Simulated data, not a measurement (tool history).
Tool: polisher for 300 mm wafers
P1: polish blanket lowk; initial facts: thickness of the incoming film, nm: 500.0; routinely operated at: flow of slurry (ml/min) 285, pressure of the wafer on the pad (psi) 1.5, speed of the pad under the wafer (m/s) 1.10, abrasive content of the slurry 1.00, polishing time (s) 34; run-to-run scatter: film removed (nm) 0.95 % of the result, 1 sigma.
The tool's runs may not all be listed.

run,day,flow of slurry (ml/min),pressure of the wafer on the pad (psi),speed of the pad under the wafer (m/s),abrasive content of the slurry,polishing time (s),film removed (nm)
1,0.275,285,1.5,1.10,1.00,34,9.9865
2,0.617,285,1.5,1.10,1.00,34,10.0660
# day 0.725: slurry nozzle cleaned
3,0.908,285,1.5,1.10,1.00,15,4.4377
4,1.175,445,1.5,1.10,1.00,34,10.5320
5,1.517,285,1.1,1.10,1.00,34,7.3644
6,1.912,285,1.5,1.10,1.00,34,10.0260
7,2.450,285,2.1,1.10,1.00,34,14.0390
8,2.788,370,1.5,0.68,1.00,34,7.1089
9,3.167,285,1.5,1.10,1.00,34,10.2710
10,3.492,285,1.5,0.76,1.00,34,7.4793
11,4.004,170,1.5,1.10,1.00,34,9.5548
12,4.362,285,1.5,1.10,1.00,51,14.8990
# day 4.558: slurry blender recalibrated
13,4.604,285,1.5,1.70,1.00,34,14.1410
14,4.958,285,1.5,1.10,0.50,34,6.7851
15,5.212,285,1.5,1.10,1.45,34,11.8750
16,5.533,285,1.5,1.10,1.00,34,10.1280
17,5.829,285,1.5,1.10,1.00,34,9.9692
18,6.229,285,1.5,1.10,1.00,34,9.5353
19,6.542,285,1.5,1.10,1.00,34,9.3620
20,6.808,285,1.5,1.10,1.00,34,9.1134
21,7.229,285,1.5,1.10,1.00,34,9.1375
# day 7.267: slurry nozzle cleaned
# day 7.379: head pressure recalibrated
22,7.633,285,1.5,1.10,1.00,34,8.9703
# day 7.675: conditioning disc replaced and pad reconditioned
23,8.067,285,1.5,1.10,1.00,34,8.7984
24,8.438,285,1.5,1.10,1.00,34,8.8112

The log shows P1 creeping away from where it was. Any of the 2 causes listed here, at the size stated for it, fits the log just as well as the others:
A: abrasive missing from the slurry, % = 21.9
B: removal rate lost through wear of the pad, % = 11.3
The drift started at roughly day 5.829.
The rest of the possible causes, and what rules out each one:
slurry flow missing at the pad, %: serviced at day 7.267, after the drift had started, without restoring the earlier output
head's pressure below its setpoint, %: serviced at day 7.379, after the drift had started, without restoring the earlier output
time polished since the conditioner stopped cutting, s: serviced at day 7.675, after the drift had started, without restoring the earlier output

The list below offers 4 check runs, each averaging the results of 5 wafers, and shows each result as a question mark. For which of them would the listed causes give clearly different results?
check 1,8.808,285,1.5,1.10,0.55,34,?
check 2,8.808,205,1.5,1.10,1.00,34,?
check 3,8.808,435,1.5,1.10,1.00,34,?
check 4,8.808,345,1.5,1.10,1.00,23,?

Outcome of each check run for each possible cause:
check,result,if A,if B
check 1,film removed (nm),6.2815,6.5129
check 2,film removed (nm),8.6151,8.6156
check 3,film removed (nm),9.2311,9.2316
check 4,film removed (nm),6.1439,6.1443
Per check, the gap between the least separated pair of causes, taken in the result that splits them most: check 1 3.62 %; check 2 0.01 %; check 3 0.01 %; check 4 0.01 %
Of the check runs offered, only check 1 discriminates between the causes; the rest would read about the same regardless of which cause applies.

Check 1 has now been run. It gave: film removed (nm) 6.2380. Which of the candidate causes is it?

It was cause A: abrasive missing from the slurry, %.
